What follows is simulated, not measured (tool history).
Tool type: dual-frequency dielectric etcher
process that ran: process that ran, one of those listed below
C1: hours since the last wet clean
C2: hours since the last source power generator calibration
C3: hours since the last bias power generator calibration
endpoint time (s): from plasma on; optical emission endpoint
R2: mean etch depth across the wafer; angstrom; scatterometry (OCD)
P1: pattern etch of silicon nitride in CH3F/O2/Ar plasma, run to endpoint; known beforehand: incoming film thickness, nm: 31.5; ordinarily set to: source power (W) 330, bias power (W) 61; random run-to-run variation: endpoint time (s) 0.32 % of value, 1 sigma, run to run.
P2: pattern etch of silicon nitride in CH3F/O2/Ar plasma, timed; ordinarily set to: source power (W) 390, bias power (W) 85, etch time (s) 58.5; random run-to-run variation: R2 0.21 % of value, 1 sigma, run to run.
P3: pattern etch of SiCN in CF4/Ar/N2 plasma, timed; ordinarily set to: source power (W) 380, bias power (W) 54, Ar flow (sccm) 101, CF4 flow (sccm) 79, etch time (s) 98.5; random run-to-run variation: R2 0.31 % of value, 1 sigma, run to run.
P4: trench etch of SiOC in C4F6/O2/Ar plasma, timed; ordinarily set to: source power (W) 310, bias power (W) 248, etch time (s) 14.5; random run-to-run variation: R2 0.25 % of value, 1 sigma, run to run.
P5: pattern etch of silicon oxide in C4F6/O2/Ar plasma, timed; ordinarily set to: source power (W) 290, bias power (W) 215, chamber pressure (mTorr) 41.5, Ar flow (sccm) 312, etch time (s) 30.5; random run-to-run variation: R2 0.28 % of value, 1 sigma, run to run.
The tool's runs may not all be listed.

run 1 hour=3.5 | process_that_ran=P1 source_power_(W)=330 bias_power_(W)=61 | C1=175.4 C2=437.5 C3=1248.8 | endpoint_time_(s)=51.064
run 2 hour=7.1 | process_that_ran=P3 source_power_(W)=380 bias_power_(W)=33 Ar_flow_(sccm)=101 CF4_flow_(sccm)=79 etch_time_(s)=98.5 | C1=179.0 C2=441.1 C3=1252.4 | R2=604.61
run 3 hour=9.8 | process_that_ran=P5 source_power_(W)=290 bias_power_(W)=171 Ar_flow_(sccm)=312 etch_time_(s)=30.5 chamber_pressure_(mTorr)=41.5 | C1=181.7 C2=443.8 C3=1255.1 | R2=783.58
run 4 hour=12.6 | process_that_ran=P2 source_power_(W)=260 bias_power_(W)=85 etch_time_(s)=58.5 | C1=184.5 C2=446.6 C3=1257.9 | R2=364.19
-- hour=14.5 bias power generator calibrated
run 5 hour=16.7 | process_that_ran=P3 source_power_(W)=530 bias_power_(W)=54 Ar_flow_(sccm)=101 CF4_flow_(sccm)=79 etch_time_(s)=98.5 | C1=188.6 C2=450.7 C3=2.2 | R2=945.67
run 6 hour=20.8 | process_that_ran=P1 source_power_(W)=400 bias_power_(W)=75 | C1=192.7 C2=454.8 C3=6.3 | endpoint_time_(s)=44.383
-- hour=21.2 source power generator calibrated
run 7 hour=24.1 | process_that_ran=P5 source_power_(W)=290 bias_power_(W)=215 Ar_flow_(sccm)=312 etch_time_(s)=19.5 chamber_pressure_(mTorr)=41.5 | C1=196.0 C2=2.9 C3=9.6 | R2=542.13
run 8 hour=29.0 | process_that_ran=P1 source_power_(W)=440 bias_power_(W)=46 | C1=200.9 C2=7.8 C3=14.5 | endpoint_time_(s)=50.389
run 9 hour=31.4 | process_that_ran=P1 source_power_(W)=330 bias_power_(W)=61 | C1=203.3 C2=10.2 C3=16.9 | endpoint_time_(s)=51.077
run 10 hour=35.4 | process_that_ran=P1 source_power_(W)=330 bias_power_(W)=61 | C1=207.3 C2=14.2 C3=20.9 | endpoint_time_(s)=51.041
run 11 hour=38.1 | process_that_ran=P5 source_power_(W)=360 bias_power_(W)=215 Ar_flow_(sccm)=312 etch_time_(s)=30.5 chamber_pressure_(mTorr)=41.5 | C1=210.0 C2=16.9 C3=23.6 | R2=917.62
run 12 hour=41.1 | process_that_ran=P1 source_power_(W)=330 bias_power_(W)=77 | C1=213.0 C2=19.9 C3=26.6 | endpoint_time_(s)=47.145
run 13 hour=43.4 | process_that_ran=P3 source_power_(W)=380 bias_power_(W)=54 Ar_flow_(sccm)=101 CF4_flow_(sccm)=79 etch_time_(s)=59.0 | C1=215.3 C2=22.2 C3=28.9 | R2=420.28
run 14 hour=48.1 | process_that_ran=P1 source_power_(W)=450 bias_power_(W)=61 | C1=220.0 C2=26.9 C3=33.6 | endpoint_time_(s)=45.567
run 15 hour=51.6 | process_that_ran=P1 source_power_(W)=200 bias_power_(W)=61 | C1=223.5 C2=30.4 C3=37.1 | endpoint_time_(s)=62.171
run 16 hour=56.1 | process_that_ran=P3 source_power_(W)=380 bias_power_(W)=54 Ar_flow_(sccm)=82 CF4_flow_(sccm)=79 etch_time_(s)=98.5 | C1=228.0 C2=34.9 C3=41.6 | R2=723.23
run 17 hour=59.2 | process_that_ran=P2 source_power_(W)=390 bias_power_(W)=85 etch_time_(s)=58.5 | C1=231.1 C2=38.0 C3=44.7 | R2=423.87
-- hour=59.3 wet clean of the chamber
run 18 hour=64.0 | process_that_ran=P5 source_power_(W)=290 bias_power_(W)=215 Ar_flow_(sccm)=312 etch_time_(s)=30.5 chamber_pressure_(mTorr)=58.0 | C1=4.8 C2=42.8 C3=49.5 | R2=812.90
run 19 hour=66.7 | process_that_ran=P4 source_power_(W)=400 bias_power_(W)=248 etch_time_(s)=14.5 | C1=7.5 C2=45.5 C3=52.2 | R2=341.07
run 20 hour=71.6 | process_that_ran=P4 source_power_(W)=310 bias_power_(W)=151 etch_time_(s)=14.5 | C1=12.4 C2=50.4 C3=57.1 | R2=261.24
run 21 hour=73.9 | process_that_ran=P2 source_power_(W)=390 bias_power_(W)=115 etch_time_(s)=58.5 | C1=14.7 C2=52.7 C3=59.4 | R2=473.65
run 22 hour=78.4 | process_that_ran=P1 source_power_(W)=330 bias_power_(W)=61 | C1=19.2 C2=57.2 C3=63.9 | endpoint_time_(s)=51.167
run 23 hour=81.0 | process_that_ran=P5 source_power_(W)=290 bias_power_(W)=215 Ar_flow_(sccm)=312 etch_time_(s)=30.5 chamber_pressure_(mTorr)=41.5 | C1=21.8 C2=59.8 C3=66.5 | R2=847.34
run 24 hour=84.0 | process_that_ran=P1 source_power_(W)=330 bias_power_(W)=61 | C1=24.8 C2=62.8 C3=69.5 | endpoint_time_(s)=51.323
run 25 hour=87.9 | process_that_ran=P2 source_power_(W)=390 bias_power_(W)=85 etch_time_(s)=38.5 | C1=28.7 C2=66.7 C3=73.4 | R2=278.49
run 26 hour=92.7 | process_that_ran=P2 source_power_(W)=390 bias_power_(W)=85 etch_time_(s)=58.5 | C1=33.5 C2=71.5 C3=78.2 | R2=423.98
run 27 hour=96.9 | process_that_ran=P1 source_power_(W)=330 bias_power_(W)=49 | C1=37.7 C2=75.7 C3=82.4 | endpoint_time_(s)=55.151
run 28 hour=101.3 | process_that_ran=P3 source_power_(W)=380 bias_power_(W)=54 Ar_flow_(sccm)=101 CF4_flow_(sccm)=79 etch_time_(s)=98.5 | C1=42.1 C2=80.1 C3=86.8 | R2=705.40
run 29 hour=105.5 | process_that_ran=P4 source_power_(W)=310 bias_power_(W)=248 etch_time_(s)=14.5 | C1=46.3 C2=84.3 C3=91.0 | R2=307.01
run 30 hour=110.2 | process_that_ran=P4 source_power_(W)=310 bias_power_(W)=248 etch_time_(s)=14.5 | C1=51.0 C2=89.0 C3=95.7 | R2=307.24
run 31 hour=114.4 | process_that_ran=P1 source_power_(W)=330 bias_power_(W)=61 | C1=55.2 C2=93.2 C3=99.9 | endpoint_time_(s)=51.425
run 32 hour=118.0 | process_that_ran=P4 source_power_(W)=310 bias_power_(W)=248 etch_time_(s)=18.5 | C1=58.8 C2=96.8 C3=103.5 | R2=392.58
run 33 hour=120.9 | process_that_ran=P3 source_power_(W)=380 bias_power_(W)=54 Ar_flow_(sccm)=101 CF4_flow_(sccm)=50 etch_time_(s)=98.5 | C1=61.7 C2=99.7 C3=106.4 | R2=648.62
run 34 hour=125.6 | process_that_ran=P5 source_power_(W)=290 bias_power_(W)=215 Ar_flow_(sccm)=429 etch_time_(s)=30.5 chamber_pressure_(mTorr)=41.5 | C1=66.4 C2=104.4 C3=111.1 | R2=818.57
run 35 hour=129.2 | process_that_ran=P1 source_power_(W)=330 bias_power_(W)=61 | C1=70.0 C2=108.0 C3=114.7 | endpoint_time_(s)=51.248
run 36 hour=133.8 | process_that_ran=P1 source_power_(W)=330 bias_power_(W)=61 | C1=74.6 C2=112.6 C3=119.3 | endpoint_time_(s)=51.685
run 37 hour=138.0 | process_that_ran=P1 source_power_(W)=330 bias_power_(W)=61 | C1=78.8 C2=116.8 C3=123.5 | endpoint_time_(s)=51.774
run 38 hour=142.6 | process_that_ran=P1 source_power_(W)=330 bias_power_(W)=61 | C1=83.4 C2=121.4 C3=128.1 | endpoint_time_(s)=51.842
run 39 hour=146.9 | process_that_ran=P1 source_power_(W)=330 bias_power_(W)=61 | C1=87.7 C2=125.7 C3=132.4 | endpoint_time_(s)=51.916
-- hour=150.1 wet clean of the chamber
run 40 hour=150.9 | process_that_ran=P1 source_power_(W)=330 bias_power_(W)=61 | C1=0.8 C2=129.7 C3=136.4 | endpoint_time_(s)=51.921
run 41 hour=154.2 | process_that_ran=P1 source_power_(W)=330 bias_power_(W)=61 | C1=4.1 C2=133.0 C3=139.7 | endpoint_time_(s)=52.095
run 42 hour=157.2 | process_that_ran=P1 source_power_(W)=330 bias_power_(W)=61 | C1=7.1 C2=136.0 C3=142.7 | endpoint_time_(s)=52.197
run 43 hour=160.1 | process_that_ran=P1 source_power_(W)=330 bias_power_(W)=61 | C1=10.0 C2=138.9 C3=145.6 | endpoint_time_(s)=52.104

P1 has crept away from where it was. The log is fitted equally well by each of these 2 causes, at the sizes shown:
A: bias power that arrives under what is set, % = 4.72
B: source power that arrives under what is set, % = 4.13
The drift started at roughly hour 129.2.
All other causes, with the reason each is excluded:
chamber walls in a state that lowers the etch rate, %: serviced at hour 150.1, which brought nothing back

Question marks stand in for the results of the 4 check runs listed below, each run on one wafer. Under which run would the listed causes show clearly different results?
run check 1 hour=163.0 | process_that_ran=P3 source_power_(W)=500 bias_power_(W)=40 Ar_flow_(sccm)=101 CF4_flow_(sccm)=79 etch_time_(s)=98.5 | R2=?
run check 2 hour=163.0 | process_that_ran=P4 source_power_(W)=310 bias_power_(W)=196 etch_time_(s)=14.5 | R2=?
run check 3 hour=163.0 | process_that_ran=P5 source_power_(W)=290 bias_power_(W)=215 Ar_flow_(sccm)=312 etch_time_(s)=30.5 chamber_pressure_(mTorr)=58.0 | R2=?
run check 4 hour=163.0 | process_that_ran=P2 source_power_(W)=390 bias_power_(W)=106 etch_time_(s)=44.0 | R2=?

What every check run would give for each of its results, assuming each possible cause in turn:
check=check_1 result=R2 if_A=804.26 if_B=785.33
check=check_2 result=R2 if_A=280.25 if_B=280.12
check=check_3 result=R2 if_A=801.52 if_B=801.50
check=check_4 result=R2 if_A=338.90 if_B=339.66
Per check, the gap between the least separated pair of causes, taken in the result that splits them most: check 1 2.38 %; check 2 0.04 %; check 3 0 %; check 4 0.23 %
Check 1 tells the causes apart: in the others they would give nearly the same result.

Check 1 was then run and gave: R2 785.29 angstrom. Which cause is it?

It was cause B: source power that arrives under what is set, %.
